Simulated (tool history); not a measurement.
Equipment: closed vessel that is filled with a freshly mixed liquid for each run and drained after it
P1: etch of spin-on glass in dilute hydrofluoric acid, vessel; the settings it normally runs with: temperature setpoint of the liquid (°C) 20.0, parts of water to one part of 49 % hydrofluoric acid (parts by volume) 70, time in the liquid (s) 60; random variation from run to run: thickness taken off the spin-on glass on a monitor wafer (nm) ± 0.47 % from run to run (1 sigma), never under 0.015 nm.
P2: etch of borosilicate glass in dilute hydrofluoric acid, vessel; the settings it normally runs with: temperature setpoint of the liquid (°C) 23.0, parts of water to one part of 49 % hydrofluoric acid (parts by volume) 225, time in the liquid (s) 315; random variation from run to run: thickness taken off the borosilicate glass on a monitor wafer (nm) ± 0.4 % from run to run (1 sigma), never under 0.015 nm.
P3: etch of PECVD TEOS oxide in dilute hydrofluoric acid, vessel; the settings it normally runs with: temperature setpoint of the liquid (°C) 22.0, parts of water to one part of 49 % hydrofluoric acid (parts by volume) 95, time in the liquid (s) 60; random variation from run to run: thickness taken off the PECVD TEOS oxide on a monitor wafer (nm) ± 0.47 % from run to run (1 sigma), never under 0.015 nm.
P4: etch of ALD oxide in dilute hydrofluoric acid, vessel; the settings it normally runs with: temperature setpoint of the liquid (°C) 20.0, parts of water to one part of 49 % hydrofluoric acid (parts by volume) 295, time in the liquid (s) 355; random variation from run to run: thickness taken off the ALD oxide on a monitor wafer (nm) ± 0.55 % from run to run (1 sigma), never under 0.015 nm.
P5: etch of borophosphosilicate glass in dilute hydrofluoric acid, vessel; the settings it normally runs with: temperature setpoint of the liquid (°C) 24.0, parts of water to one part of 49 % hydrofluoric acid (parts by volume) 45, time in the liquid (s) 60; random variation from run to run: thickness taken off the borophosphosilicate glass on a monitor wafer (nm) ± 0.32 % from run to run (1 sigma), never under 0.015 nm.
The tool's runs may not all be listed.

run,hour,process that ran,temperature setpoint of the liquid (°C),parts of water to one part of 49 % hydrofluoric acid (parts by volume),time in the liquid (s),hours since the thermometer was replaced,hours since the hydrofluoric acid flow meter was replaced,thickness taken off the spin-on glass on a monitor wafer (nm),thickness taken off the ALD oxide on a monitor wafer (nm),thickness taken off the borosilicate glass on a monitor wafer (nm),thickness taken off the borophosphosilicate glass on a monitor wafer (nm),thickness taken off the PECVD TEOS oxide on a monitor wafer (nm)
1,6.7,P1,20.0,70,60,767.1,1229.3,26.783,,,,
2,12.8,P1,20.0,70,60,773.2,1235.4,26.863,,,,
3,18.0,P1,20.0,70,60,778.4,1240.6,26.825,,,,
4,23.5,P4,17.0,295,355,783.9,1246.1,,18.8150,,,
5,29.8,P1,17.0,70,100,790.2,1252.4,39.134,,,,
6,35.0,P4,20.0,545,355,795.4,1257.6,,9.3245,,,
7,39.3,P2,18.0,225,315,799.7,1261.9,,,23.745,,
8,45.0,P5,24.0,45,60,805.4,1267.6,,,,44.555,
9,48.6,P2,23.0,75,315,809.0,1271.2,,,102.770,,
10,52.3,P1,26.5,70,60,812.7,1274.9,35.097,,,,
11,56.2,P5,24.0,65,60,816.6,1278.8,,,,29.988,
12,59.7,P3,22.0,95,60,820.1,1282.3,,,,,14.1370
13,62.9,P5,24.0,45,60,823.3,1285.5,,,,44.568,
14,69.2,P3,22.0,95,30,829.6,1291.8,,,,,7.1261
15,74.0,P3,22.0,95,60,834.4,1296.6,,,,,14.1450
16,79.8,P4,20.0,295,355,840.2,1302.4,,20.8450,,,
17,83.2,P2,23.0,225,315,843.6,1305.8,,,29.081,,
18,88.2,P1,20.0,20,60,848.6,1310.8,99.641,,,,
19,92.4,P1,20.0,120,105,852.8,1315.0,25.765,,,,
20,98.7,P5,17.5,45,60,859.1,1321.3,,,,33.950,
21,103.0,P5,24.0,45,30,863.4,1325.6,,,,22.240,
22,107.8,P4,20.0,295,355,868.2,1330.4,,20.8280,,,
23,112.3,P1,20.0,70,60,872.7,1334.9,26.856,,,,
24,116.2,P2,23.0,225,625,876.6,1338.8,,,57.452,,
25,123.1,P4,20.0,295,510,883.5,1345.7,,30.2740,,,
26,130.4,P1,20.0,70,60,890.8,1353.0,27.027,,,,
27,134.0,P1,20.0,70,100,894.4,1356.6,44.729,,,,
28,137.2,P1,20.0,70,30,897.6,1359.8,13.416,,,,
29,140.5,P1,20.0,70,60,900.9,1363.1,26.770,,,,
30,146.7,P1,17.0,70,60,907.1,1369.3,23.539,,,,
31,151.1,P3,29.5,95,60,911.5,1373.7,,,,,18.9890
32,155.4,P1,20.0,125,60,915.8,1378.0,14.206,,,,
33,159.1,P1,20.0,70,60,919.5,1381.7,26.842,,,,
34,164.5,P3,22.0,170,60,924.9,1387.1,,,,,7.2592
35,168.1,P1,20.0,70,60,928.5,1390.7,26.743,,,,
36,171.9,P1,20.0,70,60,932.3,1394.5,26.293,,,,
37,178.9,P1,20.0,70,60,939.3,1401.5,25.674,,,,
38,182.7,P1,20.0,70,60,943.1,1405.3,25.390,,,,
39,189.4,P1,20.0,70,60,949.8,1412.0,25.019,,,,
40,193.3,P1,20.0,70,60,953.7,1415.9,25.109,,,,
41,199.2,P1,20.0,70,60,959.6,1421.8,24.782,,,,
42,205.0,P1,20.0,70,60,965.4,1427.6,24.650,,,,
43,210.1,P1,20.0,70,60,970.5,1432.7,24.850,,,,

Compared with where it was, what P1 gives has crept away. Each cause listed below fits the log as well as the rest, at the size given for it:
A: liquid colder than its thermometer reads (K) = 1.86
B: hydrofluoric acid flow below the setpoint (%) = 6.98
Onset of the creep was near hour 168.1.

Which of the 4 check runs listed below, each an average over 2 wafers with its results shown as question marks, gives clearly different results under the different listed causes?
check 1,215.2,P4,17.0,525,355,,,,?,,,
check 2,215.2,P3,26.0,95,60,,,,,,,?
check 3,215.2,P5,18.5,45,30,,,,,,?,
check 4,215.2,P2,23.0,95,315,,,,,?,,

What each check would give under each cause:
check,result,if A,if B
check 1,thickness taken off the ALD oxide on a monitor wafer (nm),8.2829,7.9917
check 2,thickness taken off the PECVD TEOS oxide on a monitor wafer (nm),15.4650,15.3370
check 3,thickness taken off the borophosphosilicate glass on a monitor wafer (nm),16.318,16.391
check 4,thickness taken off the borosilicate glass on a monitor wafer (nm),73.331,72.914
Separation of the two closest causes in each check, using whichever result separates them best: check 1 3.58 %; check 2 0.83 %; check 3 0.44 %; check 4 0.57 %
Only in check 1 would the causes give clearly different results; in the remaining checks their results would be nearly the same.

Running check 1 produced the following: thickness taken off the ALD oxide on a monitor wafer (nm) 8.2436. Which one of the listed causes fits?

A is the cause: liquid colder than its thermometer reads (K).
